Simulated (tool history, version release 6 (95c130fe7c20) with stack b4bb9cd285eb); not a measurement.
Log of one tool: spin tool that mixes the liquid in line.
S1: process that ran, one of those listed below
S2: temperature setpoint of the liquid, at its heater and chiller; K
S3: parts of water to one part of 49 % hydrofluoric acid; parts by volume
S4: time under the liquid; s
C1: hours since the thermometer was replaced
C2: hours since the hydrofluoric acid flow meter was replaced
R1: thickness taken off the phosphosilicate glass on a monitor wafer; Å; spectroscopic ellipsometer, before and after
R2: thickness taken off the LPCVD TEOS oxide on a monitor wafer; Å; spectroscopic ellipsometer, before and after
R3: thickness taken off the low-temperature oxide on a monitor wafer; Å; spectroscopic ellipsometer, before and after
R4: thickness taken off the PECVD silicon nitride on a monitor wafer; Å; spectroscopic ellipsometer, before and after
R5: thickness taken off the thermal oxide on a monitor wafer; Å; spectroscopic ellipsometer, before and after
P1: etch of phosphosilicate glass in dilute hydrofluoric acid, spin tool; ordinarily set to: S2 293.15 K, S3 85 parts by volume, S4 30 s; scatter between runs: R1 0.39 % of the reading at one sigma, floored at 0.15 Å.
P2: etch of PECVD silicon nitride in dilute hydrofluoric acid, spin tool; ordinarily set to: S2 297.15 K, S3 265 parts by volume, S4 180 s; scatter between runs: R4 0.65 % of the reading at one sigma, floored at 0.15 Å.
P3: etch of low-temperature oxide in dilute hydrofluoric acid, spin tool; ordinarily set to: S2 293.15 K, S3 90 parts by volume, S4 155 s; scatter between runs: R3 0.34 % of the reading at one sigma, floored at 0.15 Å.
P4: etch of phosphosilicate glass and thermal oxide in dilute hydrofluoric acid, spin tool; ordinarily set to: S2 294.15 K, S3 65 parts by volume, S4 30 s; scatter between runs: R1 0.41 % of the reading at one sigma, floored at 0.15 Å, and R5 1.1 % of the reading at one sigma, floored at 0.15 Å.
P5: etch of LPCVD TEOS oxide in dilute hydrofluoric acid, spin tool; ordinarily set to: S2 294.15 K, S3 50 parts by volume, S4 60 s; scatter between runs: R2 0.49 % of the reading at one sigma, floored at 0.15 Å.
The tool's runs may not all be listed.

run     day  S1      S2   S3   S4     C1     C2      R1      R2      R3      R4      R5
  1   0.246  P1  293.15   85   30  173.1  681.0  192.86
  2   0.579  P5  294.15   50   60  181.1  689.0          464.36
  3   0.979  P3  293.15   90  155  190.7  698.6                  379.99
  4   1.371  P1  297.65   85   15  200.1  708.0  115.23
  5   1.750  P1  293.15   85   15  209.2  717.1   97.06
  6   1.992  P2  297.15  435  180  215.0  722.9                          21.656
  7   2.204  P1  293.15  125   60  220.1  728.0  251.63
  8   2.579  P3  290.15   90  155  229.1  737.0                  333.59
  9   2.933  P1  293.15   20   30  237.6  745.5  885.85
 10   3.279  P1  293.15   85   30  245.9  753.8  192.98
 11   3.571  P2  297.15  265  300  252.9  760.8                          60.253
 12   3.838  P4  301.65   65   30  259.3  767.2  463.85                          26.124
 13   4.262  P2  297.15  265  180  269.5  777.4                          35.783
 14   4.529  P1  290.15   85   30  275.9  783.8  169.46
 15   4.921  P4  294.15   65   60  285.3  793.2  679.15                          38.761
 16   5.350  P2  292.15  265  180  295.6  803.5                          25.884
 17   5.700  P1  293.15   85   30  304.0  811.9  192.61
 18   5.929  P1  293.15  120   30  309.5  817.4  130.86
 19   6.233  P5  294.15   50   60  316.8  824.7          470.29
 20   6.529  P1  293.15   85   30  323.9  831.8  192.68
 21   6.862  P5  294.15   75   60  331.9  839.8          299.41
 22   7.217  P3  293.15   90  155  340.4  848.3                  382.20
 23   7.562  P3  293.15   90  255  348.7  856.6                  629.91
 24   7.875  P4  294.15   65   30  356.2  864.1  342.42                          19.429
 25   8.246  P1  293.15   85   60  365.1  873.0  385.04
 26   8.529  P5  302.15   50   60  371.9  879.8          644.28
 27   8.850  P1  293.15   85   30  379.6  887.5  192.77
 28   9.192  P1  293.15   85   30  387.8  895.7  193.12
 29   9.496  P2  297.15  265  180  395.1  903.0                          35.865
 30   9.779  P5  294.15   50   95  401.9  909.8          735.06
 31  10.079  P1  301.15   85   30  409.1  917.0  264.45
 32  10.412  P1  290.15   40   30  417.1  925.0  381.66

Predict the results of run 33:
 33  10.633  P3  293.15  140  155  422.4  930.3           ?

{"run 33": {"R3": 230.94}}
